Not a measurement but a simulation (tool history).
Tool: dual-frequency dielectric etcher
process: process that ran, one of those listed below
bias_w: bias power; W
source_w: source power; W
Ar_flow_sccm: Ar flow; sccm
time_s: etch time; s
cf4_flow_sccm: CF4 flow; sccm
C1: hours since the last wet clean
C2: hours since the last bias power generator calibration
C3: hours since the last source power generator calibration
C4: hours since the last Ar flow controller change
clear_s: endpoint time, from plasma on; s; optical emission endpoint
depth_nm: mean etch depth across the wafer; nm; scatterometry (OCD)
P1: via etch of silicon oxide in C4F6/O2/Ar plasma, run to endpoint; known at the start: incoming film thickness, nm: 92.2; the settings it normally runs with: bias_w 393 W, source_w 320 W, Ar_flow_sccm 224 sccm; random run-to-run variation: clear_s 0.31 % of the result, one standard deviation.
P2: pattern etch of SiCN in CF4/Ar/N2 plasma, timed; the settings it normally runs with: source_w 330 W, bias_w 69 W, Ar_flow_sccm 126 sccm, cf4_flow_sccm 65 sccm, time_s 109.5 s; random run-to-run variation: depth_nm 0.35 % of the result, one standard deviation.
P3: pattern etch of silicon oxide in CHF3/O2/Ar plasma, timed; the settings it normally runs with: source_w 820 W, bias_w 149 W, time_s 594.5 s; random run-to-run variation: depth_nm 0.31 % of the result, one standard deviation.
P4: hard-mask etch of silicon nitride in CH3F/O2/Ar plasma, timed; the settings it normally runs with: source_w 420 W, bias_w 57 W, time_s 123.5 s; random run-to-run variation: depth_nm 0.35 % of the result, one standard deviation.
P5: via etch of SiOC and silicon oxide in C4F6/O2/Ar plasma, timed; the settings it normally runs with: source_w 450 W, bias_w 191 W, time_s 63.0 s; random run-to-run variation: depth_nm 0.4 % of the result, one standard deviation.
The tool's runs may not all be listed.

Run 1, hour 14.4: process P1, bias_w 393 W, source_w 320 W, Ar_flow_sccm 224 sccm; C1 308.1; C2 532.4; C3 1516.0; C4 935.7. Result: clear_s 23.098 s.
Run 2, hour 28.4: process P3, bias_w 92 W, source_w 820 W, time_s 594.5 s; C1 322.1; C2 546.4; C3 1530.0; C4 949.7. Result: depth_nm 1091.600 nm.
Run 3, hour 38.9: process P2, bias_w 69 W, source_w 330 W, Ar_flow_sccm 126 sccm, time_s 109.5 s, cf4_flow_sccm 50 sccm; C1 332.6; C2 556.9; C3 1540.5; C4 960.2. Result: depth_nm 64.947 nm.
Run 4, hour 46.3: process P1, bias_w 393 W, source_w 320 W, Ar_flow_sccm 224 sccm; C1 340.0; C2 564.3; C3 1547.9; C4 967.6. Result: clear_s 23.036 s.
Run 5, hour 56.9: process P2, bias_w 69 W, source_w 330 W, Ar_flow_sccm 96 sccm, time_s 109.5 s, cf4_flow_sccm 65 sccm; C1 350.6; C2 574.9; C3 1558.5; C4 978.2. Result: depth_nm 69.576 nm.
Run 6, hour 70.3: process P4, bias_w 57 W, source_w 420 W, time_s 153.5 s; C1 364.0; C2 588.3; C3 1571.9; C4 991.6. Result: depth_nm 101.120 nm.
Run 7, hour 83.5: process P1, bias_w 393 W, source_w 320 W, Ar_flow_sccm 266 sccm; C1 377.2; C2 601.5; C3 1585.1; C4 1004.8. Result: clear_s 23.621 s.
Run 8, hour 98.6: process P3, bias_w 149 W, source_w 660 W, time_s 594.5 s; C1 392.3; C2 616.6; C3 1600.2; C4 1019.9. Result: depth_nm 1163.800 nm.
Run 9, hour 106.6: process P5, bias_w 191 W, source_w 450 W, time_s 63.0 s; C1 400.3; C2 624.6; C3 1608.2; C4 1027.9. Result: depth_nm 73.253 nm.
Run 10, hour 117.9: process P5, bias_w 191 W, source_w 450 W, time_s 42.0 s; C1 411.6; C2 635.9; C3 1619.5; C4 1039.2. Result: depth_nm 48.752 nm.
Run 11, hour 126.2: process P2, bias_w 69 W, source_w 330 W, Ar_flow_sccm 126 sccm, time_s 135.0 s, cf4_flow_sccm 65 sccm; C1 419.9; C2 644.2; C3 1627.8; C4 1047.5. Result: depth_nm 83.081 nm.
Run 12, hour 139.9: process P2, bias_w 69 W, source_w 410 W, Ar_flow_sccm 126 sccm, time_s 109.5 s, cf4_flow_sccm 65 sccm; C1 433.6; C2 657.9; C3 1641.5; C4 1061.2. Result: depth_nm 81.121 nm.
Run 13, hour 148.3: process P3, bias_w 149 W, source_w 820 W, time_s 852.5 s; C1 442.0; C2 666.3; C3 1649.9; C4 1069.6. Result: depth_nm 1810.700 nm.
Run 14, hour 156.1: process P5, bias_w 191 W, source_w 630 W, time_s 63.0 s; C1 449.8; C2 674.1; C3 1657.7; C4 1077.4. Result: depth_nm 83.810 nm.
Run 15, hour 165.3: process P1, bias_w 393 W, source_w 320 W, Ar_flow_sccm 224 sccm; C1 459.0; C2 683.3; C3 1666.9; C4 1086.6. Result: clear_s 23.122 s.
Run 16, hour 172.6: process P4, bias_w 69 W, source_w 420 W, time_s 123.5 s; C1 466.3; C2 690.6; C3 1674.2; C4 1093.9. Result: depth_nm 86.593 nm.
Run 17, hour 187.4: process P4, bias_w 57 W, source_w 420 W, time_s 123.5 s; C1 481.1; C2 705.4; C3 1689.0; C4 1108.7. Result: depth_nm 81.550 nm.
Run 18, hour 199.9: process P5, bias_w 239 W, source_w 450 W, time_s 63.0 s; C1 493.6; C2 717.9; C3 1701.5; C4 1121.2. Result: depth_nm 79.034 nm.
Run 19, hour 210.5: process P5, bias_w 191 W, source_w 450 W, time_s 63.0 s; C1 504.2; C2 728.5; C3 1712.1; C4 1131.8. Result: depth_nm 73.123 nm.
Run 20, hour 219.4: process P2, bias_w 69 W, source_w 330 W, Ar_flow_sccm 126 sccm, time_s 109.5 s, cf4_flow_sccm 65 sccm; C1 513.1; C2 737.4; C3 1721.0; C4 1140.7. Result: depth_nm 67.287 nm.
Run 21, hour 234.1: process P1, bias_w 393 W, source_w 320 W, Ar_flow_sccm 224 sccm; C1 527.8; C2 752.1; C3 1735.7; C4 1155.4. Result: clear_s 23.115 s.
Run 22, hour 244.3: process P4, bias_w 57 W, source_w 570 W, time_s 123.5 s; C1 538.0; C2 762.3; C3 1745.9; C4 1165.6. Result: depth_nm 91.973 nm.
Run 23, hour 254.2: process P1, bias_w 393 W, source_w 240 W, Ar_flow_sccm 224 sccm; C1 547.9; C2 772.2; C3 1755.8; C4 1175.5. Result: clear_s 25.634 s.
Run 24, hour 266.2: process P1, bias_w 284 W, source_w 450 W, Ar_flow_sccm 224 sccm; C1 559.9; C2 784.2; C3 1767.8; C4 1187.5. Result: clear_s 22.769 s.
Run 25, hour 276.7: process P2, bias_w 41 W, source_w 330 W, Ar_flow_sccm 126 sccm, time_s 109.5 s, cf4_flow_sccm 65 sccm; C1 570.4; C2 794.7; C3 1778.3; C4 1198.0. Result: depth_nm 55.978 nm.
Run 26, hour 284.9: process P1, bias_w 393 W, source_w 320 W, Ar_flow_sccm 224 sccm; C1 578.6; C2 802.9; C3 1786.5; C4 1206.2. Result: clear_s 22.975 s.
Run 27, hour 294.6: process P1, bias_w 265 W, source_w 320 W, Ar_flow_sccm 224 sccm; C1 588.3; C2 812.6; C3 1796.2; C4 1215.9. Result: clear_s 26.530 s.
Run 28, hour 308.8: process P1, bias_w 393 W, source_w 320 W, Ar_flow_sccm 224 sccm; C1 602.5; C2 826.8; C3 1810.4; C4 1230.1. Result: clear_s 23.129 s.
Run 29, hour 321.7: process P3, bias_w 149 W, source_w 820 W, time_s 594.5 s; C1 615.4; C2 839.7; C3 1823.3; C4 1243.0. Result: depth_nm 1266.100 nm.
Run 30, hour 331.9: process P1, bias_w 393 W, source_w 320 W, Ar_flow_sccm 137 sccm; C1 625.6; C2 849.9; C3 1833.5; C4 1253.2. Result: clear_s 21.880 s.
At hour 333.2: Ar flow controller replaced.
Run 31, hour 340.3: process P1, bias_w 486 W, source_w 320 W, Ar_flow_sccm 224 sccm; C1 634.0; C2 858.3; C3 1841.9; C4 7.2. Result: clear_s 21.293 s.
Run 32, hour 348.8: process P1, bias_w 278 W, source_w 240 W, Ar_flow_sccm 224 sccm; C1 642.5; C2 866.8; C3 1850.4; C4 15.7. Result: clear_s 29.000 s.
Run 33, hour 362.1: process P1, bias_w 393 W, source_w 430 W, Ar_flow_sccm 224 sccm; C1 655.8; C2 880.1; C3 1863.7; C4 29.0. Result: clear_s 20.549 s.
Run 34, hour 375.6: process P1, bias_w 393 W, source_w 320 W, Ar_flow_sccm 224 sccm; C1 669.3; C2 893.6; C3 1877.2; C4 42.5. Result: clear_s 23.133 s.
Run 35, hour 386.3: process P1, bias_w 393 W, source_w 320 W, Ar_flow_sccm 224 sccm; C1 680.0; C2 904.3; C3 1887.9; C4 53.2. Result: clear_s 22.892 s.
Run 36, hour 396.2: process P1, bias_w 393 W, source_w 320 W, Ar_flow_sccm 224 sccm; C1 689.9; C2 914.2; C3 1897.8; C4 63.1. Result: clear_s 22.897 s.
At hour 404.6: wet clean of the chamber.
At hour 404.7: Ar flow controller replaced.
Run 37, hour 411.1: process P1, bias_w 393 W, source_w 320 W, Ar_flow_sccm 224 sccm; C1 6.6; C2 929.1; C3 1912.7; C4 6.5. Result: clear_s 22.808 s.
Run 38, hour 422.0: process P1, bias_w 393 W, source_w 320 W, Ar_flow_sccm 224 sccm; C1 17.5; C2 940.0; C3 1923.6; C4 17.4. Result: clear_s 22.648 s.
Run 39, hour 434.5: process P1, bias_w 393 W, source_w 320 W, Ar_flow_sccm 224 sccm; C1 30.0; C2 952.5; C3 1936.1; C4 29.9. Result: clear_s 22.609 s.
Run 40, hour 443.3: process P1, bias_w 393 W, source_w 320 W, Ar_flow_sccm 224 sccm; C1 38.8; C2 961.3; C3 1944.9; C4 38.7. Result: clear_s 22.708 s.

P1 no longer gives what it gave before; its output has crept away from where it was. The following 2 causes, each at its listed size, fit the log equally well:
A: source power that arrives over what is set, % = 4.21
B: bias power that arrives over what is set, % = 4.27
The process output started creeping at around hour 375.6.
Ruled out, with reasons:
chamber walls in a state that raises the etch rate, %: serviced at hour 404.6, which brought nothing back
Ar flow that arrives under what is set, %: serviced at hour 404.7, which brought nothing back

You are offered 4 check runs, listed below with question marks in place of their results; each one averages 2 wafers. Which run separates the listed causes by giving clearly different results for each?
Run check 1, hour 452.1: process P2, bias_w 47 W, source_w 330 W, Ar_flow_sccm 126 sccm, time_s 109.5 s, cf4_flow_sccm 65 sccm. Result: depth_nm ?.
Run check 2, hour 452.1: process P4, bias_w 57 W, source_w 560 W, time_s 123.5 s. Result: depth_nm ?.
Run check 3, hour 452.1: process P3, bias_w 103 W, source_w 820 W, time_s 821.5 s. Result: depth_nm ?.
Run check 4, hour 452.1: process P5, bias_w 191 W, source_w 620 W, time_s 51.0 s. Result: depth_nm ?.

If the cause were each of the candidates in turn, the checks would give the following:
  check    result      if A      if B
check 1  depth_nm    60.912    59.586
check 2  depth_nm    92.528    92.268
check 3  depth_nm  1585.000  1578.100
check 4  depth_nm    68.280    68.087
Smallest distance between any two causes, each pair judged by its most separating result, in per cent: check 1 2.2 %; check 2 0.28 %; check 3 0.44 %; check 4 0.28 %
Check 1 is the one run that separates the causes; every other check would come out nearly the same whichever cause is at work.

Then check 1 was run and gave: depth_nm 59.307 nm. Which cause is it?

It is B: bias power that arrives over what is set, %.

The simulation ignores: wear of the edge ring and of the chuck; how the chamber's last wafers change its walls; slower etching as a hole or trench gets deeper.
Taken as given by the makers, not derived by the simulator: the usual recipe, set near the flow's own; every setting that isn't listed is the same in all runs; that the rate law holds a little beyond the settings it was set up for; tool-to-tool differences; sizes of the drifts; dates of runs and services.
